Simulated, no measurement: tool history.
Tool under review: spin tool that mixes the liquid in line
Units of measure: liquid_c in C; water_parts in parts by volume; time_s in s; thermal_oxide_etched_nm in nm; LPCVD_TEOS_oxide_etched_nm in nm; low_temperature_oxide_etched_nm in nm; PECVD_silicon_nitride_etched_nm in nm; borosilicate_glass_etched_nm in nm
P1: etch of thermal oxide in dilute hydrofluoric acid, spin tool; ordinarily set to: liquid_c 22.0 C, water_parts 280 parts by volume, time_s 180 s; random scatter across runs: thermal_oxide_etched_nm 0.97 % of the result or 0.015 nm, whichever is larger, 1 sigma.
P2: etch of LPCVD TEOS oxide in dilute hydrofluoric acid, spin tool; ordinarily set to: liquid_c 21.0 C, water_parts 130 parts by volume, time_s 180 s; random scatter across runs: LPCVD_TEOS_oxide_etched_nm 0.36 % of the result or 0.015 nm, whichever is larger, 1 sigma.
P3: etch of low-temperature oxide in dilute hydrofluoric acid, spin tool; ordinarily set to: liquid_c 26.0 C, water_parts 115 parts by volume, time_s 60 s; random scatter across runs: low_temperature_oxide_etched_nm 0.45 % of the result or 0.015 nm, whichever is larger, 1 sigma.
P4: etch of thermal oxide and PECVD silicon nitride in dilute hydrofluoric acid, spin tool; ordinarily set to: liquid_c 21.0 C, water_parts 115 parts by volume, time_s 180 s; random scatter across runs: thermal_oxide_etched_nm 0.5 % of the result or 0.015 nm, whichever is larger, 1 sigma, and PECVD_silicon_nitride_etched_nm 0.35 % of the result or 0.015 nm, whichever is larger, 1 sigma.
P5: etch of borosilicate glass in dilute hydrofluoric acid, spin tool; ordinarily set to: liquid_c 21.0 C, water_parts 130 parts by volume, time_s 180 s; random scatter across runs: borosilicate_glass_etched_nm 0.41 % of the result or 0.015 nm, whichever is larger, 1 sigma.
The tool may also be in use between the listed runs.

run,day,process,liquid_c,water_parts,time_s,hours since the thermometer was replaced,hours since the hydrofluoric acid flow meter was replaced,thermal_oxide_etched_nm,LPCVD_TEOS_oxide_etched_nm,low_temperature_oxide_etched_nm,PECVD_silicon_nitride_etched_nm,borosilicate_glass_etched_nm
1,0.342,P1,22.0,280,180,1999.5,429.0,2.12260,,,,
2,0.842,P1,22.0,280,180,2011.5,441.0,2.16030,,,,
3,1.371,P2,21.0,130,355,2024.2,453.7,,48.615,,,
4,1.950,P1,22.0,80,180,2038.1,467.6,9.28490,,,,
5,2.488,P2,21.0,130,180,2051.0,480.5,,24.715,,,
6,3.112,P1,22.0,280,180,2066.0,495.5,2.17130,,,,
7,3.608,P1,17.0,280,55,2077.9,507.4,0.50188,,,,
8,4.250,P2,21.0,130,180,2093.3,522.8,,24.612,,,
9,4.804,P1,22.0,280,65,2106.6,536.1,0.77266,,,,
10,5.317,P3,26.0,115,60,2118.9,548.4,,,14.8440,,
11,5.783,P1,22.0,280,335,2130.1,559.6,4.04110,,,,
12,6.275,P4,24.5,115,180,2141.9,571.4,7.37260,,,9.1824,
13,6.829,P5,21.0,130,180,2155.2,584.7,,,,,21.9710
14,7.433,P5,21.0,205,180,2169.7,599.2,,,,,12.8410
15,8.046,P4,21.0,30,180,2184.4,613.9,27.19400,,,26.8880,
16,8.533,P3,26.0,60,60,2196.1,625.6,,,30.2590,,
17,9.142,P5,21.0,130,60,2210.7,640.2,,,,,7.3307
# day 9.354: hydrofluoric acid flow meter replaced
18,9.571,P5,21.0,130,180,2221.0,5.2,,,,,22.1110
19,9.988,P3,19.5,115,60,2231.0,15.2,,,11.3680,,
20,10.492,P3,26.0,115,60,2243.1,27.3,,,14.7310,,
21,10.812,P5,29.0,130,180,2250.8,35.0,,,,,29.9430
22,11.179,P1,18.5,280,180,2259.6,43.8,1.90460,,,,
23,11.683,P3,26.0,115,15,2271.7,55.9,,,3.7109,,
24,12.167,P1,22.0,500,180,2283.3,67.5,0.97228,,,,
25,12.692,P1,22.0,280,180,2295.9,80.1,2.14950,,,,
26,13.212,P1,22.0,280,180,2308.4,92.6,2.13020,,,,
27,13.496,P2,21.0,235,180,2315.2,99.4,,12.271,,,
28,14.104,P1,26.0,280,180,2329.8,114.0,2.49870,,,,
29,14.429,P4,21.0,115,180,2337.6,121.8,6.45570,,,7.2215,
30,14.721,P2,17.0,130,180,2344.6,128.8,,21.006,,,
31,15.129,P4,21.0,115,340,2354.4,138.6,12.21000,,,13.6450,
32,15.646,P1,22.0,280,180,2366.8,151.0,2.11100,,,,
33,16.142,P1,22.0,280,180,2378.7,162.9,2.23950,,,,
34,16.638,P1,22.0,280,180,2390.6,174.8,2.24900,,,,
35,17.167,P1,22.0,280,180,2403.3,187.5,2.26490,,,,
36,17.546,P1,22.0,280,180,2412.4,196.6,2.26140,,,,
37,18.088,P1,22.0,280,180,2425.4,209.6,2.30610,,,,
38,18.454,P1,22.0,280,180,2434.2,218.4,2.25490,,,,
39,19.050,P1,22.0,280,180,2448.5,232.7,2.27180,,,,

The output of P1 has drifted from where it used to be. Each of the 2 causes below, taken at the size shown beside it, accounts for the log equally well:
A: hydrofluoric acid flow above the setpoint (%) = 4.84
B: liquid hotter than its thermometer reads (K) = 1.68
The drift started at roughly day 15.646.

Consider the 4 single-wafer check runs listed below, results given as question marks: which one distinguishes between the causes by giving clearly different results for each?
check 1,19.646,P5,28.5,130,180,,,,,,,?
check 2,19.646,P3,21.0,115,20,,,,,?,,
check 3,19.646,P2,21.0,215,325,,,,?,,,
check 4,19.646,P4,21.0,30,265,,,?,,,?,

Expected result of each check under each candidate cause:
check,result,if A,if B
check 1,borosilicate_glass_etched_nm,30.9210,31.1280
check 2,low_temperature_oxide_etched_nm,4.2475,4.3071
check 3,LPCVD_TEOS_oxide_etched_nm,26.031,26.184
check 4,thermal_oxide_etched_nm,42.16800,43.13300
check 4,PECVD_silicon_nitride_etched_nm,41.3350,44.3720
Per-check spread between the two closest causes, in the result where they differ most: check 1 0.67 %; check 2 1.39 %; check 3 0.59 %; check 4 7.09 %
The other checks would show nearly matching results whichever cause is true, so check 4 is the only one that separates the causes.

After running check 4, the following was obtained: thermal_oxide_etched_nm 42.41900 nm; PECVD_silicon_nitride_etched_nm 41.5190 nm. Which cause does this point to?

A is the cause: hydrofluoric acid flow above the setpoint (%).
